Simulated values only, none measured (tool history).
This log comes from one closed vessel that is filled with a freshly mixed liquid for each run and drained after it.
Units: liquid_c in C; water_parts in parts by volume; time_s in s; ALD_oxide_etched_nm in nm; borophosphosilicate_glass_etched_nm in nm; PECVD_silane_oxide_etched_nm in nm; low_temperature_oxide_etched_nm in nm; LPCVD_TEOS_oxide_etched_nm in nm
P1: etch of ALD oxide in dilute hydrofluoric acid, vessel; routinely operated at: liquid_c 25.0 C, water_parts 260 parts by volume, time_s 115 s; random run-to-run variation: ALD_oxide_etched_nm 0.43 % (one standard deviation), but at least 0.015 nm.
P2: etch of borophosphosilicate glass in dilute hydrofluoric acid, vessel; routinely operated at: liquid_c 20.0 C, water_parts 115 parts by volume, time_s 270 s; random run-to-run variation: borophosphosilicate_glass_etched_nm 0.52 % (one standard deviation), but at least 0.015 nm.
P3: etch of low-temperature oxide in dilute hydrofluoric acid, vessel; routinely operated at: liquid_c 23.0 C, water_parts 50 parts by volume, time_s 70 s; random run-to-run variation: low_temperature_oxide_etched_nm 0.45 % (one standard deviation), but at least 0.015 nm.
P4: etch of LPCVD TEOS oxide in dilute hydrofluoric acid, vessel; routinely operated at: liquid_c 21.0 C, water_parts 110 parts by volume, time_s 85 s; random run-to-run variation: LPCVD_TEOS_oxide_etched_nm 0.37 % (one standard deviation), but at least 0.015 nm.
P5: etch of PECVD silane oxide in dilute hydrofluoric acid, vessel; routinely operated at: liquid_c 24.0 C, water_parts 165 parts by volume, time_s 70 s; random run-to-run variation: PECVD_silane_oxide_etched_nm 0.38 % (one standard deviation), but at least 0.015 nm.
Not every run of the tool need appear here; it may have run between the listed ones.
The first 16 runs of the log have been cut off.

| run | hour | process | liquid_c | water_parts | time_s | hours since the thermometer was replaced | hours since the hydrofluoric acid flow meter was replaced | ALD_oxide_etched_nm | borophosphosilicate_glass_etched_nm | PECVD_silane_oxide_etched_nm | low_temperature_oxide_etched_nm | LPCVD_TEOS_oxide_etched_nm |
|---|---|---|---|---|---|---|---|---|---|---|---|---|
| 17 | 123.1 | P4 | 29.0 | 110 | 85 | 564.3 | 300.0 |  |  |  |  | 37.975 |
| 18 | 131.6 | P3 | 23.0 | 20 | 70 | 572.8 | 308.5 |  |  |  | 131.830 |  |
| 19 | 141.3 | P4 | 21.0 | 110 | 85 | 582.5 | 318.2 |  |  |  |  | 27.840 |
| 20 | 148.0 | P1 | 25.0 | 260 | 115 | 589.2 | 324.9 | 7.4368 |  |  |  |  |
| 21 | 154.9 | P3 | 23.0 | 50 | 70 | 596.1 | 331.8 |  |  |  | 50.990 |  |
| 22 | 160.5 | P1 | 25.0 | 260 | 115 | 601.7 | 337.4 | 7.4085 |  |  |  |  |
| 23 | 167.6 | P2 | 28.0 | 115 | 270 | 608.8 | 344.5 |  | 75.165 |  |  |  |
| 24 | 174.4 | P4 | 21.0 | 110 | 125 | 615.6 | 351.3 |  |  |  |  | 41.084 |
| 25 | 179.3 | P5 | 24.0 | 165 | 30 | 620.5 | 356.2 |  |  | 2.5901 |  |  |
| 26 | 185.5 | P1 | 25.0 | 260 | 45 | 626.7 | 362.4 | 2.9029 |  |  |  |  |
| 27 | 193.9 | P1 | 25.0 | 260 | 115 | 635.1 | 370.8 | 7.4480 |  |  |  |  |
| 28 | 198.5 | P5 | 24.0 | 95 | 70 | 639.7 | 375.4 |  |  | 11.3910 |  |  |
| 29 | 203.8 | P5 | 29.5 | 165 | 70 | 645.0 | 380.7 |  |  | 7.3751 |  |  |
| 30 | 208.5 | P2 | 20.0 | 115 | 110 | 649.7 | 385.4 |  | 22.439 |  |  |  |
| 31 | 218.2 | P4 | 21.0 | 175 | 85 | 659.4 | 395.1 |  |  |  |  | 16.303 |
| 32 | 226.3 | P1 | 25.0 | 260 | 115 | 667.5 | 403.2 | 7.4068 |  |  |  |  |
| 33 | 232.1 | P1 | 25.0 | 260 | 115 | 673.3 | 409.0 | 7.2419 |  |  |  |  |

For run 34, what comes out?
| 34 | 237.5 | P1 | 25.0 | 260 | 115 | 678.7 | 414.4 | ? |  |  |  |  |

ALD_oxide_etched_nm: 7.1210 nm
